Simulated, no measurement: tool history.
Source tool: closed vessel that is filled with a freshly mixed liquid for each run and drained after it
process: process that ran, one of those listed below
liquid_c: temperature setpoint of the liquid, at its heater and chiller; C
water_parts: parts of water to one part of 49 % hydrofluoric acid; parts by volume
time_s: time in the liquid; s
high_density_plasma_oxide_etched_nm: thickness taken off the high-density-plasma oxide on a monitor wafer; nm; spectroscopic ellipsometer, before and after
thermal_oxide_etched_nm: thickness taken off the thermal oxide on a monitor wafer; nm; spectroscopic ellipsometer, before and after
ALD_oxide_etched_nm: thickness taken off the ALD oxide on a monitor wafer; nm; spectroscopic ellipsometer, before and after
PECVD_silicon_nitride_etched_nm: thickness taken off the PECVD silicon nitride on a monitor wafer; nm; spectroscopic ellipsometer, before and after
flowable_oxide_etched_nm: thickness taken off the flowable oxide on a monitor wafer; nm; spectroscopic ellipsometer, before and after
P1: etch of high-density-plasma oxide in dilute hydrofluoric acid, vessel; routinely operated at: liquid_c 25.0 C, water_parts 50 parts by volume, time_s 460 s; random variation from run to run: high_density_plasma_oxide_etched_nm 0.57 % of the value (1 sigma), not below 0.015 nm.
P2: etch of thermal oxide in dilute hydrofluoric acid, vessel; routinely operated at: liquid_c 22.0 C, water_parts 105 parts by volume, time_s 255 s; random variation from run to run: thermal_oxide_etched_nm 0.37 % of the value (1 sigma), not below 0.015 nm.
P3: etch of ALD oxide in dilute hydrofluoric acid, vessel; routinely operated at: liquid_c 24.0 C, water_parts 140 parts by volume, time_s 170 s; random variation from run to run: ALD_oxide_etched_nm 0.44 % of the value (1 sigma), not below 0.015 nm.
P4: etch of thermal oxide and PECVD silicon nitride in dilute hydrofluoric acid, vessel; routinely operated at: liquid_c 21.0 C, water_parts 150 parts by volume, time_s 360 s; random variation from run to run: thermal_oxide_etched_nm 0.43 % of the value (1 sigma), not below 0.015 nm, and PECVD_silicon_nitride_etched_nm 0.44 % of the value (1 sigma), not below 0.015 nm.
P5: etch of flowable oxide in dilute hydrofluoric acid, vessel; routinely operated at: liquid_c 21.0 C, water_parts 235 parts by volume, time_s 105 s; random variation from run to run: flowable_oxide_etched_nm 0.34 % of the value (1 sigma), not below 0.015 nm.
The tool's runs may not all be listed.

run	hour	process	liquid_c	water_parts	time_s	hours since the thermometer was replaced	hours since the hydrofluoric acid flow meter was replaced	high_density_plasma_oxide_etched_nm	thermal_oxide_etched_nm	ALD_oxide_etched_nm	PECVD_silicon_nitride_etched_nm	flowable_oxide_etched_nm
1	4.9	P1	25.0	50	460	1468.1	595.5	52.4450				
2	9.2	P2	22.0	45	255	1472.4	599.8		27.5900			
3	13.5	P2	28.0	105	255	1476.7	604.1		13.9990			
4	22.0	P1	25.0	50	460	1485.2	612.6	51.7570				
# hour 22.4: thermometer replaced
5	27.6	P1	25.0	20	110	5.2	618.2	32.3940				
6	36.5	P1	25.0	50	30	14.1	627.1	3.3813				
7	40.8	P3	24.0	140	170	18.4	631.4			17.8270		
8	48.6	P4	21.0	150	360	26.2	639.2		9.8598		11.090	
9	55.8	P5	21.0	70	105	33.4	646.4					34.0200
10	62.7	P1	25.0	50	460	40.3	653.3	52.7670				
11	71.9	P3	24.0	140	30	49.5	662.5			3.1343		
12	78.3	P3	24.0	140	170	55.9	668.9			17.7160		
13	87.7	P1	25.0	50	745	65.3	678.3	84.3430				
14	93.8	P1	17.0	50	460	71.4	684.4	37.1520				
15	101.8	P5	26.5	235	105	79.4	692.4					10.3470
16	106.2	P4	21.0	30	360	83.8	696.8		56.1850		52.762	
17	113.2	P2	22.0	105	255	90.8	703.8		10.9850			
18	120.0	P4	21.0	150	360	97.6	710.6		9.8275		11.094	
19	128.8	P1	25.0	50	460	106.4	719.4	52.4290				
20	135.1	P1	25.0	90	460	112.7	725.7	27.6130				
21	139.9	P4	21.0	150	715	117.5	730.5		19.5250		22.082	
22	146.2	P3	24.0	40	170	123.8	736.8			70.7470		
23	151.9	P1	31.5	50	460	129.5	742.5	68.3970				
24	161.0	P4	29.0	150	360	138.6	751.6		13.2460		18.197	
25	168.8	P1	25.0	20	460	146.4	759.4	136.7700				
26	173.9	P5	21.0	235	200	151.5	764.5					16.0710
27	181.2	P5	21.0	235	105	158.8	771.8					8.4778
28	188.5	P2	22.0	105	125	166.1	779.1		5.3495			
29	194.1	P1	25.0	50	460	171.7	784.7	51.8360				
30	203.5	P1	25.0	50	460	181.1	794.1	52.4720				
31	212.4	P3	17.0	140	170	190.0	803.0			13.4790		
32	217.0	P1	25.0	50	460	194.6	807.6	52.1760				

Run 33 is up next; what results do you expect?
33	223.5	P1	25.0	50	460	201.1	814.1	?				

high_density_plasma_oxide_etched_nm: 51.0230 nm
